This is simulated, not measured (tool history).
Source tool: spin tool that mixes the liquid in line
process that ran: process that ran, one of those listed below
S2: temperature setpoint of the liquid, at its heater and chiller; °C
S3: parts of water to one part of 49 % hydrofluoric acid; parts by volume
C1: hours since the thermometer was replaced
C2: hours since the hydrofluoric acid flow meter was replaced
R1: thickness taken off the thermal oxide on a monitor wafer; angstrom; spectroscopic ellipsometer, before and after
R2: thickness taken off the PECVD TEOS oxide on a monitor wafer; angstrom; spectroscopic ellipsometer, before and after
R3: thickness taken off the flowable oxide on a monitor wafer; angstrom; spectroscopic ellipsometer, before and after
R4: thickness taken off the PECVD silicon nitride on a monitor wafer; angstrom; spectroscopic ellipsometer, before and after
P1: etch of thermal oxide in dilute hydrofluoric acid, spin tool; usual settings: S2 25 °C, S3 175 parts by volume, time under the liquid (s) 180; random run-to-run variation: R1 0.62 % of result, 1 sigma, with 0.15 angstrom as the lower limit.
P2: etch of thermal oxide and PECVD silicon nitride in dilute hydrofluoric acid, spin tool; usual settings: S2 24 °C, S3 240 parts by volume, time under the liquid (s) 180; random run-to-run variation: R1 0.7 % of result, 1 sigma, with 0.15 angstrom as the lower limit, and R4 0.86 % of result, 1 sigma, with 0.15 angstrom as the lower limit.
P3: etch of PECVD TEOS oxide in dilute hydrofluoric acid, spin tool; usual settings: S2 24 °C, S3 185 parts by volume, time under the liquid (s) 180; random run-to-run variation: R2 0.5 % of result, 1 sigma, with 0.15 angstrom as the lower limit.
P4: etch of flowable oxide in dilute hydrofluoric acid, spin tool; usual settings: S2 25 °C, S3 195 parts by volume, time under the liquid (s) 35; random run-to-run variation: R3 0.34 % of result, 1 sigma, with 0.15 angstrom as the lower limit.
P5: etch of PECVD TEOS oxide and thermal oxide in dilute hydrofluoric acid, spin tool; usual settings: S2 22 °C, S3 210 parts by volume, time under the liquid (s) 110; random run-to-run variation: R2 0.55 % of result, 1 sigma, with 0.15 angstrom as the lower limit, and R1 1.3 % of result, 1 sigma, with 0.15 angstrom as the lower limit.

Run 1, hour 14.8: process that ran P1, S2 25 °C, S3 175 parts by volume, time under the liquid (s) 180; C1 895.2; C2 290.1. Result: R1 48.026 angstrom.
Run 2, hour 27.8: process that ran P1, S2 19.5 °C, S3 175 parts by volume, time under the liquid (s) 180; C1 908.2; C2 303.1. Result: R1 38.703 angstrom.
Run 3, hour 42.4: process that ran P5, S2 22 °C, S3 380 parts by volume, time under the liquid (s) 110; C1 922.8; C2 317.7. Result: R1 9.6781 angstrom, R2 57.964 angstrom.
Run 4, hour 51: process that ran P3, S2 24 °C, S3 185 parts by volume, time under the liquid (s) 180; C1 931.4; C2 326.3. Result: R2 76.742 angstrom.
Run 5, hour 66.5: process that ran P1, S2 25 °C, S3 280 parts by volume, time under the liquid (s) 180; C1 946.9; C2 341.8. Result: R1 26.984 angstrom.
Run 6, hour 80.4: process that ran P1, S2 25 °C, S3 320 parts by volume, time under the liquid (s) 80; C1 960.8; C2 355.7. Result: R1 9.6808 angstrom.
Run 7, hour 91.9: process that ran P3, S2 31.5 °C, S3 185 parts by volume, time under the liquid (s) 180; C1 972.3; C2 367.2. Result: R2 99.439 angstrom.
Run 8, hour 101.8: process that ran P1, S2 25 °C, S3 175 parts by volume, time under the liquid (s) 15; C1 982.2; C2 377.1. Result: R1 3.9423 angstrom.
Run 9, hour 117.1: process that ran P4, S2 32.5 °C, S3 195 parts by volume, time under the liquid (s) 35; C1 997.5; C2 392.4. Result: R3 142.85 angstrom.
Run 10, hour 127.7: process that ran P5, S2 22 °C, S3 210 parts by volume, time under the liquid (s) 110; C1 1008.1; C2 403. Result: R1 20.11 angstrom, R2 123.15 angstrom.
Run 11, hour 136.6: process that ran P2, S2 31 °C, S3 240 parts by volume, time under the liquid (s) 180; C1 1017; C2 411.9. Result: R1 38.206 angstrom, R4 40.491 angstrom.
Run 12, hour 146.8: process that ran P1, S2 25 °C, S3 175 parts by volume, time under the liquid (s) 180; C1 1027.2; C2 422.1. Result: R1 48.378 angstrom.
Run 13, hour 154.1: process that ran P2, S2 24 °C, S3 240 parts by volume, time under the liquid (s) 285; C1 1034.5; C2 429.4. Result: R1 47.889 angstrom, R4 42.088 angstrom.
Run 14, hour 166.7: process that ran P3, S2 24 °C, S3 75 parts by volume, time under the liquid (s) 180; C1 1047.1; C2 442. Result: R2 214.94 angstrom.
Run 15, hour 177.5: process that ran P2, S2 24 °C, S3 240 parts by volume, time under the liquid (s) 180; C1 1057.9; C2 452.8. Result: R1 29.998 angstrom, R4 26.19 angstrom.
Run 16, hour 191: process that ran P5, S2 17 °C, S3 210 parts by volume, time under the liquid (s) 110; C1 1071.4; C2 466.3. Result: R1 16.908 angstrom, R2 101.7 angstrom.
Run 17, hour 204.6: process that ran P4, S2 25 °C, S3 105 parts by volume, time under the liquid (s) 35; C1 1085; C2 479.9. Result: R3 225.7 angstrom.
Run 18, hour 219.7: process that ran P1, S2 33 °C, S3 175 parts by volume, time under the liquid (s) 180; C1 1100.1; C2 495. Result: R1 63.326 angstrom.
Run 19, hour 227.6: process that ran P4, S2 25 °C, S3 195 parts by volume, time under the liquid (s) 15; C1 1108; C2 502.9. Result: R3 46.934 angstrom.
Run 20, hour 242.2: process that ran P1, S2 19 °C, S3 85 parts by volume, time under the liquid (s) 180; C1 1122.6; C2 517.5. Result: R1 86.005 angstrom.
Run 21, hour 257.3: process that ran P2, S2 24 °C, S3 370 parts by volume, time under the liquid (s) 180; C1 1137.7; C2 532.6. Result: R1 16.846 angstrom, R4 17.874 angstrom.
Run 22, hour 268.7: process that ran P1, S2 25 °C, S3 70 parts by volume, time under the liquid (s) 330; C1 1149.1; C2 544. Result: R1 250.31 angstrom.
Run 23, hour 283.5: process that ran P1, S2 25 °C, S3 175 parts by volume, time under the liquid (s) 180; C1 1163.9; C2 558.8. Result: R1 47.547 angstrom.
Run 24, hour 290.5: process that ran P4, S2 25 °C, S3 195 parts by volume, time under the liquid (s) 35; C1 1170.9; C2 565.8. Result: R3 108.94 angstrom.
Run 25, hour 304: process that ran P5, S2 22 °C, S3 210 parts by volume, time under the liquid (s) 185; C1 1184.4; C2 579.3. Result: R1 33.898 angstrom, R2 208.66 angstrom.
Run 26, hour 316: process that ran P1, S2 25 °C, S3 175 parts by volume, time under the liquid (s) 330; C1 1196.4; C2 591.3. Result: R1 87.935 angstrom.
Run 27, hour 332.1: process that ran P1, S2 25 °C, S3 35 parts by volume, time under the liquid (s) 180; C1 1212.5; C2 607.4. Result: R1 287.16 angstrom.
Run 28, hour 344.8: process that ran P5, S2 22 °C, S3 210 parts by volume, time under the liquid (s) 110; C1 1225.2; C2 620.1. Result: R1 20.296 angstrom, R2 123.15 angstrom.
Run 29, hour 360.3: process that ran P4, S2 25 °C, S3 195 parts by volume, time under the liquid (s) 35; C1 1240.7; C2 635.6. Result: R3 109.65 angstrom.
Run 30, hour 367.9: process that ran P3, S2 24 °C, S3 185 parts by volume, time under the liquid (s) 290; C1 1248.3; C2 643.2. Result: R2 121.6 angstrom.
Run 31, hour 376.9: process that ran P1, S2 25 °C, S3 175 parts by volume, time under the liquid (s) 180; C1 1257.3; C2 652.2. Result: R1 48.146 angstrom.
Run 32, hour 386.4: process that ran P1, S2 25 °C, S3 175 parts by volume, time under the liquid (s) 180; C1 1266.8; C2 661.7. Result: R1 47.99 angstrom.
Run 33, hour 398.1: process that ran P1, S2 25 °C, S3 175 parts by volume, time under the liquid (s) 180; C1 1278.5; C2 673.4. Result: R1 46.256 angstrom.
Run 34, hour 412: process that ran P1, S2 25 °C, S3 175 parts by volume, time under the liquid (s) 180; C1 1292.4; C2 687.3. Result: R1 45.55 angstrom.
Run 35, hour 426.9: process that ran P1, S2 25 °C, S3 175 parts by volume, time under the liquid (s) 180; C1 1307.3; C2 702.2. Result: R1 44.681 angstrom.
Run 36, hour 441.6: process that ran P1, S2 25 °C, S3 175 parts by volume, time under the liquid (s) 180; C1 1322; C2 716.9. Result: R1 44.055 angstrom.
Run 37, hour 452: process that ran P1, S2 25 °C, S3 175 parts by volume, time under the liquid (s) 180; C1 1332.4; C2 727.3. Result: R1 44.542 angstrom.
Run 38, hour 468.2: process that ran P1, S2 25 °C, S3 175 parts by volume, time under the liquid (s) 180; C1 1348.6; C2 743.5. Result: R1 43.961 angstrom.
Run 39, hour 481.2: process that ran P1, S2 25 °C, S3 175 parts by volume, time under the liquid (s) 180; C1 1361.6; C2 756.5. Result: R1 44.163 angstrom.
Run 40, hour 488.5: process that ran P1, S2 25 °C, S3 175 parts by volume, time under the liquid (s) 180; C1 1368.9; C2 763.8. Result: R1 44.085 angstrom.
Run 41, hour 500.4: process that ran P1, S2 25 °C, S3 175 parts by volume, time under the liquid (s) 180; C1 1380.8; C2 775.7. Result: R1 43.812 angstrom.

P1 no longer gives what it gave before; its output has crept away from where it was. The following 2 causes, each at its listed size, fit the log equally well:
A: hydrofluoric acid flow below the setpoint (%) = 7.32
B: liquid colder than its thermometer reads (K) = 2.44
Onset of the creep was near hour 386.4.

Which of the 4 check runs listed below separates the causes, so that each cause would produce a clearly different result? Each run uses one wafer, and its results are marked with question marks.
Run check 1, hour 512.3: process that ran P5, S2 17 °C, S3 340 parts by volume, time under the liquid (s) 110. Result: R1 ?, R2 ?.
Run check 2, hour 512.3: process that ran P4, S2 25 °C, S3 135 parts by volume, time under the liquid (s) 35. Result: R3 ?.
Run check 3, hour 512.3: process that ran P3, S2 28.5 °C, S3 185 parts by volume, time under the liquid (s) 180. Result: R2 ?.
Run check 4, hour 512.3: process that ran P2, S2 30 °C, S3 240 parts by volume, time under the liquid (s) 180. Result: R1 ?, R4 ?.

Check results expected under each cause:
  check  result    if A    if B
check 1      R1  8.5312  8.5781
check 1      R2  50.929  51.209
check 2      R3  155.12  154.22
check 3      R2  81.742  82.203
check 4      R1  33.564  34.069
check 4      R4  35.881  33.546
How far apart the two closest causes lie, in the result that separates them most: check 1 0.55 %; check 2 0.58 %; check 3 0.56 %; check 4 6.73 %
Check 4 tells the causes apart: in the others they would give nearly the same result.

With check 4 done, the readings were: R1 34.172 angstrom; R4 33.594 angstrom. Identify which of the listed causes applies.

The correct cause is B, namely: liquid colder than its thermometer reads (K).
